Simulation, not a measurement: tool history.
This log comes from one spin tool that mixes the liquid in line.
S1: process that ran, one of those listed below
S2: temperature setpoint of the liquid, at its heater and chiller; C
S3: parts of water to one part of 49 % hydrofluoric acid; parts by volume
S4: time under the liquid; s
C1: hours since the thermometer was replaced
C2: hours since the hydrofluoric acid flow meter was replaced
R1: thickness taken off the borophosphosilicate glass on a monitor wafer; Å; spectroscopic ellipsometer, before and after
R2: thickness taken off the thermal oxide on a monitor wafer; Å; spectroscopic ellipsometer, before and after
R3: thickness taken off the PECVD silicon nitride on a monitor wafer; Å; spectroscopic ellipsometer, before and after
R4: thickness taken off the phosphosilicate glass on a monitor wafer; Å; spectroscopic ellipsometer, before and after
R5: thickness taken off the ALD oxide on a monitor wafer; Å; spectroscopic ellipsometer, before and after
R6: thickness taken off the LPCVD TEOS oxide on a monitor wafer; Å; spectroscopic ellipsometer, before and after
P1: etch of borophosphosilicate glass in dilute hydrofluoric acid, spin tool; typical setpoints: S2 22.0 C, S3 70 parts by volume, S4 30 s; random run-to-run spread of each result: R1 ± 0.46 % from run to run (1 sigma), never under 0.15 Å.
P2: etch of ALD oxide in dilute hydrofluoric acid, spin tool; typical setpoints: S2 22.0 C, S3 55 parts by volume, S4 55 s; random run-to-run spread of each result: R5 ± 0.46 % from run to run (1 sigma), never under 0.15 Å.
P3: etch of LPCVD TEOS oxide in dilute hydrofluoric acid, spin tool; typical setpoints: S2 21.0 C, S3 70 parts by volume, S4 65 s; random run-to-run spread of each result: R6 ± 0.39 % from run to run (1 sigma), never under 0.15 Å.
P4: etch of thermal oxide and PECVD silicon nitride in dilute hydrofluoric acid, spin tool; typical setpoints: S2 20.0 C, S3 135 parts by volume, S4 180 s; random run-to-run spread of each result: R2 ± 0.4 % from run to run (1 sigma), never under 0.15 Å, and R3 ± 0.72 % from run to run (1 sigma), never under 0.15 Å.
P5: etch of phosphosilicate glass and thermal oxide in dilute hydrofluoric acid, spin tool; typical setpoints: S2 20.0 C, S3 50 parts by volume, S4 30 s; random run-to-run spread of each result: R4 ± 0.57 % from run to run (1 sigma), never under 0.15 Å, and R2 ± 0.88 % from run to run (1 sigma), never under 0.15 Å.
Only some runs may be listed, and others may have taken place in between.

| run | hour | S1 | S2 | S3 | S4 | C1 | C2 | R1 | R2 | R3 | R4 | R5 | R6 |
|---|---|---|---|---|---|---|---|---|---|---|---|---|---|
| 1 | 5.7 | P1 | 22.0 | 70 | 30 | 518.9 | 368.9 | 142.960 |  |  |  |  |  |
| 2 | 15.6 | P4 | 20.0 | 245 | 180 | 528.8 | 378.8 |  | 25.453 | 18.405 |  |  |  |
| 3 | 26.7 | P1 | 22.0 | 70 | 30 | 539.9 | 389.9 | 145.260 |  |  |  |  |  |
| 4 | 36.5 | P5 | 20.0 | 50 | 30 | 549.7 | 399.7 |  | 23.296 |  | 443.25 |  |  |
| 5 | 44.3 | P1 | 28.5 | 70 | 15 | 557.5 | 407.5 | 93.381 |  |  |  |  |  |
| 6 | 55.8 | P1 | 27.5 | 70 | 30 | 569.0 | 419.0 | 180.940 |  |  |  |  |  |
| 7 | 62.5 | P4 | 17.0 | 135 | 180 | 575.7 | 425.7 |  | 45.418 | 26.846 |  |  |  |
| 8 | 73.9 | P1 | 22.0 | 70 | 30 | 587.1 | 437.1 | 144.260 |  |  |  |  |  |
| 9 | 84.4 | P1 | 22.0 | 70 | 30 | 597.6 | 447.6 | 144.440 |  |  |  |  |  |
| 10 | 92.1 | P1 | 22.0 | 70 | 15 | 605.3 | 455.3 | 72.085 |  |  |  |  |  |
| 11 | 99.3 | P2 | 17.0 | 55 | 55 | 612.5 | 462.5 |  |  |  |  | 152.700 |  |
| 12 | 105.0 | P2 | 22.0 | 30 | 55 | 618.2 | 468.2 |  |  |  |  | 354.870 |  |
| 13 | 112.5 | P5 | 20.0 | 50 | 15 | 625.7 | 475.7 |  | 11.461 |  | 217.41 |  |  |
| 14 | 123.0 | P5 | 20.0 | 20 | 30 | 636.2 | 486.2 |  | 60.103 |  | 1140.00 |  |  |
| 15 | 134.8 | P4 | 20.0 | 135 | 335 | 648.0 | 498.0 |  | 95.996 | 60.005 |  |  |  |
| 16 | 145.8 | P3 | 21.0 | 70 | 65 | 659.0 | 509.0 |  |  |  |  |  | 453.01 |
| 17 | 154.0 | P3 | 21.0 | 70 | 115 | 667.2 | 517.2 |  |  |  |  |  | 806.24 |
| 18 | 160.2 | P4 | 20.0 | 135 | 180 | 673.4 | 523.4 |  | 51.380 | 32.953 |  |  |  |
| 19 | 168.0 | P1 | 22.0 | 100 | 30 | 681.2 | 531.2 | 96.877 |  |  |  |  |  |
| 20 | 174.6 | P1 | 17.0 | 70 | 30 | 687.8 | 537.8 | 117.240 |  |  |  |  |  |
| 21 | 181.3 | P3 | 17.0 | 70 | 65 | 694.5 | 544.5 |  |  |  |  |  | 381.49 |
| 22 | 193.3 | P2 | 22.0 | 55 | 25 | 706.5 | 556.5 |  |  |  |  | 85.583 |  |
| 23 | 202.1 | P2 | 22.0 | 55 | 55 | 715.3 | 565.3 |  |  |  |  | 187.240 |  |
| 24 | 208.3 | P5 | 26.5 | 50 | 30 | 721.5 | 571.5 |  | 30.066 |  | 578.02 |  |  |
| 25 | 213.5 | P3 | 21.0 | 105 | 65 | 726.7 | 576.7 |  |  |  |  |  | 290.17 |
| 26 | 222.4 | P1 | 22.0 | 70 | 30 | 735.6 | 585.6 | 144.130 |  |  |  |  |  |

Run 27 is up next; what results do you expect?
| 27 | 229.1 | P1 | 22.0 | 70 | 50 | 742.3 | 592.3 | ? |  |  |  |  |  |

{"run 27": {"R1": 239.11}}
